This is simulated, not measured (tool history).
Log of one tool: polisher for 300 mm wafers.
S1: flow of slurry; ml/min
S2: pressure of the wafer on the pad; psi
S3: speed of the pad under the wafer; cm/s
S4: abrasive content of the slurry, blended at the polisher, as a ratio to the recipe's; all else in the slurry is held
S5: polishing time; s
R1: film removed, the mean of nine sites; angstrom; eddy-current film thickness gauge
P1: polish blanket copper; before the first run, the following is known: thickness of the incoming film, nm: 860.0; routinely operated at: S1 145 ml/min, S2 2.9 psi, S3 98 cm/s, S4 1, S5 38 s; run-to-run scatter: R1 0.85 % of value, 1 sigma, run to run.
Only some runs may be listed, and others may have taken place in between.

run 1 hour=5.6 | S1=145 S2=2.9 S3=98 S4=1 S5=38 | R1=938.03
run 2 hour=17.4 | S1=145 S2=2.9 S3=98 S4=1 S5=38 | R1=922.84
run 3 hour=26.7 | S1=100 S2=3.7 S3=98 S4=1 S5=38 | R1=1103
run 4 hour=39.3 | S1=110 S2=1.3 S3=98 S4=1 S5=38 | R1=396.79
run 5 hour=50 | S1=145 S2=1.6 S3=98 S4=1 S5=38 | R1=513.67
-- hour=55.3 worn pad replaced by a new one
run 6 hour=60.7 | S1=215 S2=2.9 S3=98 S4=1 S5=38 | R1=981.81
run 7 hour=72.3 | S1=145 S2=2.9 S3=98 S4=1 S5=38 | R1=934.52
run 8 hour=78.1 | S1=145 S2=2.9 S3=98 S4=1 S5=38 | R1=930.98
run 9 hour=84.5 | S1=85 S2=2.9 S3=98 S4=1 S5=38 | R1=832.46
run 10 hour=93.6 | S1=145 S2=2.9 S3=98 S4=1 S5=49 | R1=1203.9
run 11 hour=99.6 | S1=145 S2=2.9 S3=72 S4=0.55 S5=38 | R1=611.8
run 12 hour=105.3 | S1=145 S2=2.9 S3=60 S4=1 S5=38 | R1=561.04
run 13 hour=117.7 | S1=145 S2=2.9 S3=98 S4=0.5 S5=38 | R1=815.66
run 14 hour=123.8 | S1=145 S2=2.9 S3=98 S4=1 S5=38 | R1=924.98
run 15 hour=136.3 | S1=145 S2=2.9 S3=98 S4=1 S5=28 | R1=689.92
run 16 hour=145.6 | S1=145 S2=2.9 S3=98 S4=1.35 S5=38 | R1=994.86
run 17 hour=157 | S1=145 S2=2.9 S3=138 S4=1 S5=38 | R1=1321.2
run 18 hour=165.6 | S1=145 S2=2.9 S3=98 S4=1 S5=38 | R1=941.75
run 19 hour=176.9 | S1=145 S2=4.4 S3=98 S4=1 S5=38 | R1=1414
run 20 hour=185.9 | S1=145 S2=2.9 S3=98 S4=1 S5=38 | R1=942.55
run 21 hour=198.4 | S1=145 S2=2.9 S3=98 S4=1 S5=38 | R1=908.75
run 22 hour=211.1 | S1=145 S2=2.9 S3=98 S4=1 S5=38 | R1=898.45
run 23 hour=220.4 | S1=145 S2=2.9 S3=98 S4=1 S5=38 | R1=895.94
run 24 hour=226.2 | S1=145 S2=2.9 S3=98 S4=1 S5=38 | R1=875.56
-- hour=229 slurry blender recalibrated
run 25 hour=237.6 | S1=145 S2=2.9 S3=98 S4=1 S5=38 | R1=885.8
run 26 hour=249.5 | S1=145 S2=2.9 S3=98 S4=1 S5=38 | R1=881.96
-- hour=256.5 worn pad replaced by a new one
run 27 hour=259.1 | S1=145 S2=2.9 S3=98 S4=1 S5=38 | R1=877.65
run 28 hour=270.5 | S1=145 S2=2.9 S3=98 S4=1 S5=38 | R1=886.86
run 29 hour=280.6 | S1=145 S2=2.9 S3=98 S4=1 S5=38 | R1=872.05
run 30 hour=292.5 | S1=145 S2=2.9 S3=98 S4=1 S5=38 | R1=866.04
run 31 hour=305.4 | S1=145 S2=2.9 S3=98 S4=1 S5=38 | R1=874.39

The log shows P1 creeping away from where it was. Any of the 2 causes listed here, at the size stated for it, fits the log just as well as the others:
A: slurry flow missing at the pad, % = 28.1
B: head's pressure below its setpoint, % = 6.64
The gradual shift began around hour 185.9.
What rules out each remaining cause:
removal rate lost through wear of the pad, %: maintenance at hour 256.5, after the shift began, did not return the process to its former output
abrasive missing from the slurry, %: maintenance at hour 229, after the shift began, did not return the process to its former output

Which of the check runs below tells the causes apart, meaning the causes would give it clearly different results? Each run uses 5 wafers whose results are averaged, and each result is shown as a question mark.
run check 1 hour=318.3 | S1=145 S2=2.3 S3=98 S4=1 S5=47 | R1=?
run check 2 hour=318.3 | S1=145 S2=2.9 S3=130 S4=1 S5=38 | R1=?
run check 3 hour=318.3 | S1=145 S2=2.9 S3=98 S4=0.65 S5=38 | R1=?
run check 4 hour=318.3 | S1=95 S2=2.9 S3=98 S4=0.7 S5=38 | R1=?

How each check would come out, cause by cause:
check=check_1 result=R1 if_A=852.89 if_B=852.93
check=check_2 result=R1 if_A=1153.4 if_B=1153.4
check=check_3 result=R1 if_A=794.7 if_B=794.73
check=check_4 result=R1 if_A=713.38 if_B=735.86
How far apart the two closest causes lie, in the result that separates them most: check 1 0 %; check 2 0 %; check 3 0 %; check 4 3.1 %
Of the check runs offered, only check 4 discriminates between the causes; the rest would read about the same regardless of which cause applies.

Running check 4 produced the following: R1 739.26 angstrom. Which one of the listed causes fits?

The correct cause is B, namely: head's pressure below its setpoint, %.

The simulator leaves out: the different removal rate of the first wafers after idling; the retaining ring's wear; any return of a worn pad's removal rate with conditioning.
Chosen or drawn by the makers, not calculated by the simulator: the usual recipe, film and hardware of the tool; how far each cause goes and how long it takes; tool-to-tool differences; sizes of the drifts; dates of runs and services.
